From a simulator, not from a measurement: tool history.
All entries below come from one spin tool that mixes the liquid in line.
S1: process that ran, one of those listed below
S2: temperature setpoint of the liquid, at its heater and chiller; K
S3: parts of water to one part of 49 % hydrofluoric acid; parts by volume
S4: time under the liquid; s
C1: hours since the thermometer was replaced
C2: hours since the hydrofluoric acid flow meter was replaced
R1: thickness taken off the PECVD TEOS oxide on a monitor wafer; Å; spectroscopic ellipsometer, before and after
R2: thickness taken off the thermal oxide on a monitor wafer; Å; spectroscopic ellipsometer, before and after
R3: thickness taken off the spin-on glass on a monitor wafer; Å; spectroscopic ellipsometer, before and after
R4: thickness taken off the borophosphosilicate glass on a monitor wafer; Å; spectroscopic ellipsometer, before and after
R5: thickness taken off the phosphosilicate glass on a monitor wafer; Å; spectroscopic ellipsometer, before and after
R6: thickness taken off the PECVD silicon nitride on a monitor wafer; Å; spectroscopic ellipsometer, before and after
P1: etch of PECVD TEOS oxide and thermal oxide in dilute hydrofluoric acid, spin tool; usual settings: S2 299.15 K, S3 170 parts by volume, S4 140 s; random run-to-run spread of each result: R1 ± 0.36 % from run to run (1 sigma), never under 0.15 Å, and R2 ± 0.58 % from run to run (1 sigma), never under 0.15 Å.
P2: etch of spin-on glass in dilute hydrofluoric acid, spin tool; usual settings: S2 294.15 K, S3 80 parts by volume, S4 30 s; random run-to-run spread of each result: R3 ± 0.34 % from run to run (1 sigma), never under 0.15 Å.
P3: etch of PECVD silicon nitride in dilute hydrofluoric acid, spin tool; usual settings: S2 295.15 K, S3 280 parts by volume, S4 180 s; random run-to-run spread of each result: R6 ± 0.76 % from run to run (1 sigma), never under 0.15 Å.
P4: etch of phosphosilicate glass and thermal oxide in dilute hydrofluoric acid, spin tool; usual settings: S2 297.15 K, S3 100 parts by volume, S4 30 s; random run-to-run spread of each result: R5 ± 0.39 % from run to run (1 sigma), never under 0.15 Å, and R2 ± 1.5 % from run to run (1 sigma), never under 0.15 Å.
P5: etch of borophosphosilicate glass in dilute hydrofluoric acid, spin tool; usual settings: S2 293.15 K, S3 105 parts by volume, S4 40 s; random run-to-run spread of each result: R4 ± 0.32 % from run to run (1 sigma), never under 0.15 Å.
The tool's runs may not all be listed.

run,hour,S1,S2,S3,S4,C1,C2,R1,R2,R3,R4,R5,R6
1,7.3,P1,299.15,170,140,354.6,284.4,69.7450,40.1350,,,,
2,17.4,P2,299.65,80,30,364.7,294.5,,,272.24,,,
3,25.2,P5,301.15,105,40,372.5,302.3,,,,247.350,,
4,31.2,P1,299.15,170,140,378.5,308.3,69.8270,40.0990,,,,
5,39.0,P1,299.15,170,140,386.3,316.1,70.1530,40.3550,,,,
6,43.6,P2,294.15,80,55,390.9,320.7,,,401.79,,,
7,53.9,P1,303.65,70,140,401.2,331.0,230.2800,132.0500,,,,
8,63.3,P1,299.15,245,140,410.6,340.4,44.9330,25.9280,,,,
9,73.9,P1,291.65,170,140,421.2,351.0,52.9350,30.2230,,,,
10,83.5,P4,297.15,100,30,430.8,360.6,,14.8720,,,509.08,
11,94.1,P1,293.65,110,140,441.4,371.2,94.7440,53.9930,,,,
12,99.7,P3,290.15,280,180,447.0,376.8,,,,,,23.940
13,107.5,P4,297.15,100,30,454.8,384.6,,14.8080,,,505.03,
14,113.6,P1,299.15,170,235,460.9,390.7,118.1000,67.6380,,,,
15,119.4,P4,290.15,100,30,466.7,396.5,,11.2320,,,381.17,
16,125.0,P2,294.15,145,30,472.3,402.1,,,111.68,,,
17,130.7,P1,299.15,170,140,478.0,407.8,70.0070,40.3790,,,,
18,139.1,P5,293.15,150,40,486.4,416.2,,,,120.160,,
19,145.9,P1,299.15,60,140,493.2,423.0,228.2600,131.1300,,,,
20,153.7,P5,293.15,105,15,501.0,430.8,,,,67.527,,
21,163.5,P3,295.15,170,180,510.8,440.6,,,,,,53.502
22,168.9,P4,297.15,100,55,516.2,446.0,,28.1910,,,935.72,
23,173.7,P2,294.15,80,30,521.0,450.8,,,217.40,,,
24,184.3,P5,293.15,105,40,531.6,461.4,,,,180.080,,
25,189.5,P4,297.15,180,30,536.8,466.6,,7.6769,,,256.09,
26,199.7,P3,295.15,280,320,547.0,476.8,,,,,,58.305
27,205.9,P1,299.15,170,140,553.2,483.0,70.6900,39.9670,,,,
28,211.4,P1,299.15,170,15,558.7,488.5,7.6119,4.5452,,,,
29,219.1,P1,299.15,245,15,566.4,496.2,4.7410,2.7163,,,,
30,227.8,P1,299.15,170,140,575.1,504.9,70.1340,40.2280,,,,
31,232.5,P3,295.15,280,180,579.8,509.6,,,,,,32.610
32,241.2,P1,307.15,170,140,588.5,518.3,93.2210,53.6690,,,,
33,247.9,P1,299.15,170,140,595.2,525.0,70.2160,40.1620,,,,
34,255.0,P1,299.15,170,140,602.3,532.1,71.2220,40.7640,,,,
35,261.8,P1,299.15,170,140,609.1,538.9,73.0580,41.8410,,,,
36,271.9,P1,299.15,170,140,619.2,549.0,74.0260,42.5080,,,,
37,278.9,P1,299.15,170,140,626.2,556.0,74.2110,42.3230,,,,
38,284.4,P1,299.15,170,140,631.7,561.5,74.6740,42.6180,,,,
39,292.1,P1,299.15,170,140,639.4,569.2,74.3620,42.5520,,,,
40,301.5,P1,299.15,170,140,648.8,578.6,75.0710,42.4760,,,,
41,311.6,P1,299.15,170,140,658.9,588.7,75.1690,42.6950,,,,
42,318.1,P1,299.15,170,140,665.4,595.2,75.3390,42.8090,,,,

Estimate the outcome of run 43 from the log above:
43,324.8,P1,299.15,170,140,672.1,601.9,?,?,,,,

Run 43 yielded R1 74.9790 Å, R2 42.8480 Å.
